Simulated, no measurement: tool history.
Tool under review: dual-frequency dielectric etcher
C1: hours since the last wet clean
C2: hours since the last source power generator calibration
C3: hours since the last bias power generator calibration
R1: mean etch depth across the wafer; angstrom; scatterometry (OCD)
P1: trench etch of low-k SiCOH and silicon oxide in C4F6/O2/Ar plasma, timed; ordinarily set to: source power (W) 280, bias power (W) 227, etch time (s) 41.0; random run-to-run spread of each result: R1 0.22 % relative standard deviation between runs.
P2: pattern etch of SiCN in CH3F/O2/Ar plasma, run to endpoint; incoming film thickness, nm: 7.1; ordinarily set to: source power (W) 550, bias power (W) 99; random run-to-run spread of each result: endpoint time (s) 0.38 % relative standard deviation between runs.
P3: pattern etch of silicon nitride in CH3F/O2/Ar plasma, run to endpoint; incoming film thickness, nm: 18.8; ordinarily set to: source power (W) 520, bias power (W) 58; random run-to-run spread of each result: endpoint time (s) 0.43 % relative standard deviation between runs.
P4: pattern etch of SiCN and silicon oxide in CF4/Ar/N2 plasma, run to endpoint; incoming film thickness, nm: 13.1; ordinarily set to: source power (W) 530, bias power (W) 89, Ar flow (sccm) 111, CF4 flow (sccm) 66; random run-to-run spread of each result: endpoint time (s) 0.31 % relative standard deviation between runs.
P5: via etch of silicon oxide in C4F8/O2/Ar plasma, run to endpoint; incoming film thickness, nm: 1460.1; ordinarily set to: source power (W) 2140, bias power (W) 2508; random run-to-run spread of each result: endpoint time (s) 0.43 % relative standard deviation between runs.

run 1 hour=5.1 | process_that_ran=P1 source_power_(W)=280 bias_power_(W)=227 etch_time_(s)=41.0 | C1=293.9 C2=1303.3 C3=1641.6 | R1=1236.00
run 2 hour=8.6 | process_that_ran=P4 source_power_(W)=530 bias_power_(W)=89 Ar_flow_(sccm)=111 CF4_flow_(sccm)=66 | C1=297.4 C2=1306.8 C3=1645.1 | endpoint_time_(s)=12.0940
run 3 hour=13.5 | process_that_ran=P1 source_power_(W)=280 bias_power_(W)=269 etch_time_(s)=41.0 | C1=302.3 C2=1311.7 C3=1650.0 | R1=1303.30
run 4 hour=18.0 | process_that_ran=P2 source_power_(W)=710 bias_power_(W)=99 | C1=306.8 C2=1316.2 C3=1654.5 | endpoint_time_(s)=13.7410
run 5 hour=22.8 | process_that_ran=P1 source_power_(W)=280 bias_power_(W)=227 etch_time_(s)=41.0 | C1=311.6 C2=1321.0 C3=1659.3 | R1=1235.00
run 6 hour=25.6 | process_that_ran=P5 source_power_(W)=1400 bias_power_(W)=2508 | C1=314.4 C2=1323.8 C3=1662.1 | endpoint_time_(s)=311.7700
run 7 hour=31.4 | process_that_ran=P2 source_power_(W)=550 bias_power_(W)=99 | C1=320.2 C2=1329.6 C3=1667.9 | endpoint_time_(s)=15.1100
run 8 hour=36.9 | process_that_ran=P1 source_power_(W)=280 bias_power_(W)=174 etch_time_(s)=41.0 | C1=325.7 C2=1335.1 C3=1673.4 | R1=1129.10
run 9 hour=42.7 | process_that_ran=P1 source_power_(W)=340 bias_power_(W)=227 etch_time_(s)=25.5 | C1=331.5 C2=1340.9 C3=1679.2 | R1=828.95
run 10 hour=48.1 | process_that_ran=P1 source_power_(W)=280 bias_power_(W)=227 etch_time_(s)=26.5 | C1=336.9 C2=1346.3 C3=1684.6 | R1=801.91
run 11 hour=54.0 | process_that_ran=P1 source_power_(W)=280 bias_power_(W)=227 etch_time_(s)=41.0 | C1=342.8 C2=1352.2 C3=1690.5 | R1=1239.60
run 12 hour=57.7 | process_that_ran=P3 source_power_(W)=730 bias_power_(W)=58 | C1=346.5 C2=1355.9 C3=1694.2 | endpoint_time_(s)=23.3010
run 13 hour=60.2 | process_that_ran=P1 source_power_(W)=280 bias_power_(W)=227 etch_time_(s)=53.0 | C1=349.0 C2=1358.4 C3=1696.7 | R1=1604.00
run 14 hour=64.6 | process_that_ran=P1 source_power_(W)=350 bias_power_(W)=227 etch_time_(s)=41.0 | C1=353.4 C2=1362.8 C3=1701.1 | R1=1344.30
run 15 hour=68.8 | process_that_ran=P1 source_power_(W)=280 bias_power_(W)=227 etch_time_(s)=41.0 | C1=357.6 C2=1367.0 C3=1705.3 | R1=1236.30
run 16 hour=74.4 | process_that_ran=P1 source_power_(W)=220 bias_power_(W)=227 etch_time_(s)=60.0 | C1=363.2 C2=1372.6 C3=1710.9 | R1=1655.50
run 17 hour=77.9 | process_that_ran=P2 source_power_(W)=550 bias_power_(W)=99 | C1=366.7 C2=1376.1 C3=1714.4 | endpoint_time_(s)=15.1290
run 18 hour=83.5 | process_that_ran=P4 source_power_(W)=530 bias_power_(W)=54 Ar_flow_(sccm)=111 CF4_flow_(sccm)=66 | C1=372.3 C2=1381.7 C3=1720.0 | endpoint_time_(s)=14.3610
run 19 hour=86.3 | process_that_ran=P4 source_power_(W)=530 bias_power_(W)=89 Ar_flow_(sccm)=111 CF4_flow_(sccm)=66 | C1=375.1 C2=1384.5 C3=1722.8 | endpoint_time_(s)=12.0360
run 20 hour=90.6 | process_that_ran=P3 source_power_(W)=520 bias_power_(W)=58 | C1=379.4 C2=1388.8 C3=1727.1 | endpoint_time_(s)=26.5800
run 21 hour=95.2 | process_that_ran=P1 source_power_(W)=170 bias_power_(W)=227 etch_time_(s)=41.0 | C1=384.0 C2=1393.4 C3=1731.7 | R1=1021.50
run 22 hour=100.5 | process_that_ran=P5 source_power_(W)=2140 bias_power_(W)=2508 | C1=389.3 C2=1398.7 C3=1737.0 | endpoint_time_(s)=264.1100
run 23 hour=106.3 | process_that_ran=P1 source_power_(W)=280 bias_power_(W)=227 etch_time_(s)=41.0 | C1=395.1 C2=1404.5 C3=1742.8 | R1=1237.20
run 24 hour=110.7 | process_that_ran=P5 source_power_(W)=2140 bias_power_(W)=3560 | C1=399.5 C2=1408.9 C3=1747.2 | endpoint_time_(s)=237.6800
run 25 hour=115.6 | process_that_ran=P3 source_power_(W)=520 bias_power_(W)=73 | C1=404.4 C2=1413.8 C3=1752.1 | endpoint_time_(s)=24.7990
run 26 hour=121.2 | process_that_ran=P4 source_power_(W)=530 bias_power_(W)=89 Ar_flow_(sccm)=72 CF4_flow_(sccm)=66 | C1=410.0 C2=1419.4 C3=1757.7 | endpoint_time_(s)=11.3270
run 27 hour=126.7 | process_that_ran=P4 source_power_(W)=710 bias_power_(W)=89 Ar_flow_(sccm)=111 CF4_flow_(sccm)=66 | C1=415.5 C2=1424.9 C3=1763.2 | endpoint_time_(s)=9.3018
run 28 hour=130.8 | process_that_ran=P2 source_power_(W)=550 bias_power_(W)=121 | C1=419.6 C2=1429.0 C3=1767.3 | endpoint_time_(s)=13.9950
run 29 hour=134.9 | process_that_ran=P3 source_power_(W)=520 bias_power_(W)=58 | C1=423.7 C2=1433.1 C3=1771.4 | endpoint_time_(s)=26.3960
run 30 hour=138.0 | process_that_ran=P4 source_power_(W)=530 bias_power_(W)=89 Ar_flow_(sccm)=111 CF4_flow_(sccm)=90 | C1=426.8 C2=1436.2 C3=1774.5 | endpoint_time_(s)=11.5170
run 31 hour=141.8 | process_that_ran=P1 source_power_(W)=280 bias_power_(W)=227 etch_time_(s)=41.0 | C1=430.6 C2=1440.0 C3=1778.3 | R1=1236.80
run 32 hour=144.4 | process_that_ran=P1 source_power_(W)=280 bias_power_(W)=227 etch_time_(s)=41.0 | C1=433.2 C2=1442.6 C3=1780.9 | R1=1230.70
run 33 hour=147.7 | process_that_ran=P1 source_power_(W)=280 bias_power_(W)=227 etch_time_(s)=41.0 | C1=436.5 C2=1445.9 C3=1784.2 | R1=1224.30
run 34 hour=151.4 | process_that_ran=P1 source_power_(W)=280 bias_power_(W)=227 etch_time_(s)=41.0 | C1=440.2 C2=1449.6 C3=1787.9 | R1=1224.10
run 35 hour=156.9 | process_that_ran=P1 source_power_(W)=280 bias_power_(W)=227 etch_time_(s)=41.0 | C1=445.7 C2=1455.1 C3=1793.4 | R1=1222.80
-- hour=158.1 wet clean of the chamber
run 36 hour=160.1 | process_that_ran=P1 source_power_(W)=280 bias_power_(W)=227 etch_time_(s)=41.0 | C1=2.1 C2=1458.3 C3=1796.6 | R1=1219.40
run 37 hour=163.6 | process_that_ran=P1 source_power_(W)=280 bias_power_(W)=227 etch_time_(s)=41.0 | C1=5.6 C2=1461.8 C3=1800.1 | R1=1222.40
run 38 hour=167.3 | process_that_ran=P1 source_power_(W)=280 bias_power_(W)=227 etch_time_(s)=41.0 | C1=9.3 C2=1465.5 C3=1803.8 | R1=1217.00

Compared with where it was, what P1 gives has crept away. Each cause listed below fits the log as well as the rest, at the size given for it:
A: source power that arrives under what is set, % = 3.91
B: bias power that arrives under what is set, % = 4.41
Creep in the process output first set in at about hour 141.8.
Why every other cause is out:
chamber walls in a state that lowers the etch rate, %: serviced at hour 158.1, after the change had begun; the process did not return to its earlier output

Of the 4 check runs listed below, each run on one wafer and each result written as a question mark, which would let you distinguish the listed causes because they would give clearly different results?
run check 1 hour=171.0 | process_that_ran=P4 source_power_(W)=530 bias_power_(W)=55 Ar_flow_(sccm)=111 CF4_flow_(sccm)=88 | endpoint_time_(s)=?
run check 2 hour=171.0 | process_that_ran=P5 source_power_(W)=1710 bias_power_(W)=3434 | endpoint_time_(s)=?
run check 3 hour=171.0 | process_that_ran=P3 source_power_(W)=730 bias_power_(W)=69 | endpoint_time_(s)=?
run check 4 hour=171.0 | process_that_ran=P2 source_power_(W)=650 bias_power_(W)=99 | endpoint_time_(s)=?

Expected result of each check under each candidate cause:
check=check_1 result=endpoint_time_(s) if_A=14.0160 if_B=13.7130
check=check_2 result=endpoint_time_(s) if_A=266.4700 if_B=266.2200
check=check_3 result=endpoint_time_(s) if_A=22.3050 if_B=22.2840
check=check_4 result=endpoint_time_(s) if_A=14.4370 if_B=14.4590
Minimum pairwise separation of causes per check, each pair taken at its best-separating result: check 1 2.19 %; check 2 0.09 %; check 3 0.09 %; check 4 0.15 %
The causes can be told apart only by check 1. The other checks would give nearly the same results under each of them.

Then check 1 was run and gave: endpoint time (s) 13.9900. Which cause is it?

A is the cause: source power that arrives under what is set, %.
